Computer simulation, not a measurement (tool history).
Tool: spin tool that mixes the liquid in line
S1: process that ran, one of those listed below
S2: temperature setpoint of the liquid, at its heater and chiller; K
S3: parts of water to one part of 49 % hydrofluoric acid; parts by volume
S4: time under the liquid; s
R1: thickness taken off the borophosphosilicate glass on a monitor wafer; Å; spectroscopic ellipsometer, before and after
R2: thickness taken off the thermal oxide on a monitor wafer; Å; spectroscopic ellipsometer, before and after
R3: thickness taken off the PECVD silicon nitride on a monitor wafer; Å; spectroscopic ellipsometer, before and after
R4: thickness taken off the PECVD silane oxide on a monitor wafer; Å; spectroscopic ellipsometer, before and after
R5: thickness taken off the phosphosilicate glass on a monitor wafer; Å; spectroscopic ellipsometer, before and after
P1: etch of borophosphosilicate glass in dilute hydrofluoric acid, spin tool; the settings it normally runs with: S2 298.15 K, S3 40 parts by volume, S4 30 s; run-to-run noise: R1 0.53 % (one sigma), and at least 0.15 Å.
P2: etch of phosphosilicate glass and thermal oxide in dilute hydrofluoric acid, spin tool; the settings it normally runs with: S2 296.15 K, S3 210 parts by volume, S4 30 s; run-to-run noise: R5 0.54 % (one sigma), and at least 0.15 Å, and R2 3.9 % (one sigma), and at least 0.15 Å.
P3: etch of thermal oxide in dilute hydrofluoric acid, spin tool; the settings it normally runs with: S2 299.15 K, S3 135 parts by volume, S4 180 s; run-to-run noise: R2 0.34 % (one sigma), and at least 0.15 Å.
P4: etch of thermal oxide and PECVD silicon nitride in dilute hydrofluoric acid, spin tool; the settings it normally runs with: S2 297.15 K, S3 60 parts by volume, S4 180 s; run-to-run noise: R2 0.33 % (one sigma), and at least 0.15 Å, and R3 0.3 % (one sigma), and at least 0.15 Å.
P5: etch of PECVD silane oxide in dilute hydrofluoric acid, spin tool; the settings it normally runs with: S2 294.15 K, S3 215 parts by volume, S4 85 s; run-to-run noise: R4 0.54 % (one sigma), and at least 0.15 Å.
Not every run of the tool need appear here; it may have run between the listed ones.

Run 1, day 0.125: S1 P1, S2 298.15 K, S3 40 parts by volume, S4 30 s. Result: R1 722.94 Å.
Run 2, day 0.267: S1 P1, S2 298.15 K, S3 40 parts by volume, S4 30 s. Result: R1 729.1 Å.
Run 3, day 0.442: S1 P1, S2 292.15 K, S3 40 parts by volume, S4 30 s. Result: R1 568.92 Å.
Run 4, day 0.546: S1 P1, S2 298.15 K, S3 60 parts by volume, S4 30 s. Result: R1 474.65 Å.
Run 5, day 0.725: S1 P1, S2 298.15 K, S3 40 parts by volume, S4 65 s. Result: R1 1582.4 Å.
Run 6, day 0.946: S1 P4, S2 297.15 K, S3 20 parts by volume, S4 180 s. Result: R2 459.41 Å, R3 203.63 Å.
Run 7, day 1.046: S1 P3, S2 299.15 K, S3 135 parts by volume, S4 180 s. Result: R2 61.7 Å.
Run 8, day 1.154: S1 P3, S2 294.15 K, S3 135 parts by volume, S4 180 s. Result: R2 51.034 Å.
Run 9, day 1.258: S1 P1, S2 302.15 K, S3 40 parts by volume, S4 15 s. Result: R1 429.04 Å.
Run 10, day 1.379: S1 P1, S2 298.15 K, S3 40 parts by volume, S4 15 s. Result: R1 363.81 Å.
Run 11, day 1.533: S1 P5, S2 294.15 K, S3 80 parts by volume, S4 85 s. Result: R4 185.17 Å.
Run 12, day 1.654: S1 P1, S2 294.15 K, S3 40 parts by volume, S4 15 s. Result: R1 306.69 Å.
Run 13, day 1.817: S1 P2, S2 296.15 K, S3 210 parts by volume, S4 15 s. Result: R2 2.7033 Å, R5 92.664 Å.
Run 14, day 2.021: S1 P1, S2 298.15 K, S3 40 parts by volume, S4 30 s. Result: R1 729.9 Å.
Run 15, day 2.129: S1 P2, S2 296.15 K, S3 65 parts by volume, S4 30 s. Result: R2 21.099 Å, R5 705.3 Å.
Run 16, day 2.275: S1 P1, S2 298.15 K, S3 25 parts by volume, S4 30 s. Result: R1 1196 Å.
Run 17, day 2.462: S1 P2, S2 290.15 K, S3 210 parts by volume, S4 30 s. Result: R2 4.7901 Å, R5 146.99 Å.
Run 18, day 2.621: S1 P5, S2 294.15 K, S3 215 parts by volume, S4 30 s. Result: R4 20.781 Å.
Run 19, day 2.842: S1 P5, S2 298.15 K, S3 215 parts by volume, S4 85 s. Result: R4 68.734 Å.
Run 20, day 3.042: S1 P3, S2 299.15 K, S3 135 parts by volume, S4 45 s. Result: R2 15.383 Å.
Run 21, day 3.171: S1 P4, S2 297.15 K, S3 60 parts by volume, S4 180 s. Result: R2 145.33 Å, R3 70.36 Å.
Run 22, day 3.279: S1 P5, S2 294.15 K, S3 215 parts by volume, S4 85 s. Result: R4 59.374 Å.
Run 23, day 3.454: S1 P4, S2 290.15 K, S3 60 parts by volume, S4 180 s. Result: R2 108.25 Å, R3 42.837 Å.
Run 24, day 3.567: S1 P5, S2 294.15 K, S3 215 parts by volume, S4 85 s. Result: R4 59.753 Å.
Run 25, day 3.75: S1 P4, S2 297.15 K, S3 60 parts by volume, S4 355 s. Result: R2 285.55 Å, R3 138.22 Å.
Run 26, day 3.942: S1 P2, S2 296.15 K, S3 210 parts by volume, S4 30 s. Result: R2 5.7046 Å, R5 184.17 Å.
Run 27, day 4.15: S1 P1, S2 305.15 K, S3 40 parts by volume, S4 30 s. Result: R1 957.92 Å.
Run 28, day 4.271: S1 P3, S2 299.15 K, S3 25 parts by volume, S4 180 s. Result: R2 388.69 Å.
Run 29, day 4.425: S1 P1, S2 298.15 K, S3 40 parts by volume, S4 30 s. Result: R1 730.88 Å.
Run 30, day 4.625: S1 P1, S2 298.15 K, S3 40 parts by volume, S4 30 s. Result: R1 735.71 Å.
Run 31, day 4.796: S1 P1, S2 298.15 K, S3 40 parts by volume, S4 30 s. Result: R1 707.02 Å.
Run 32, day 4.904: S1 P1, S2 298.15 K, S3 40 parts by volume, S4 30 s. Result: R1 699.15 Å.
Run 33, day 5.046: S1 P1, S2 298.15 K, S3 40 parts by volume, S4 30 s. Result: R1 690.87 Å.
Run 34, day 5.204: S1 P1, S2 298.15 K, S3 40 parts by volume, S4 30 s. Result: R1 681.93 Å.
Run 35, day 5.392: S1 P1, S2 298.15 K, S3 40 parts by volume, S4 30 s. Result: R1 677.1 Å.
Run 36, day 5.546: S1 P1, S2 298.15 K, S3 40 parts by volume, S4 30 s. Result: R1 680.97 Å.
Run 37, day 5.708: S1 P1, S2 298.15 K, S3 40 parts by volume, S4 30 s. Result: R1 672.56 Å.
Run 38, day 5.917: S1 P1, S2 298.15 K, S3 40 parts by volume, S4 30 s. Result: R1 669.35 Å.

The output of P1 has drifted from where it used to be. Each of the 2 causes below, taken at the size shown beside it, accounts for the log equally well:
A: hydrofluoric acid flow below the setpoint (%) = 7.29
B: liquid colder than its thermometer reads (K) = 1.94
At approximately day 4.625, the process output began to creep.

Consider the 4 single-wafer check runs listed below, results given as question marks: which one distinguishes between the causes by giving clearly different results for each?
Run check 1, day 6.125: S1 P3, S2 299.15 K, S3 30 parts by volume, S4 180 s. Result: R2 ?.
Run check 2, day 6.125: S1 P4, S2 290.65 K, S3 45 parts by volume, S4 180 s. Result: R2 ?, R3 ?.
Run check 3, day 6.125: S1 P2, S2 290.15 K, S3 115 parts by volume, S4 30 s. Result: R2 ?, R5 ?.
Run check 4, day 6.125: S1 P5, S2 294.15 K, S3 120 parts by volume, S4 85 s. Result: R4 ?.

Check results expected under each cause:
  check  result    if A    if B
check 1      R2  296.92  296.48
check 2      R2  138.17  137.45
check 2      R3  55.092   51.61
check 3      R2   8.292  8.3165
check 3      R5  269.66  270.46
check 4      R4   108.4  109.21
Minimum pairwise separation of causes per check, each pair taken at its best-separating result: check 1 0.15 %; check 2 6.53 %; check 3 0.29 %; check 4 0.75 %
Check 2 distinguishes between the causes, while the remaining checks would return nearly the same result for all of them.

Then check 2 was run and gave: R2 137.07 Å; R3 51.422 Å. Which cause is it?

It was cause B: liquid colder than its thermometer reads (K).
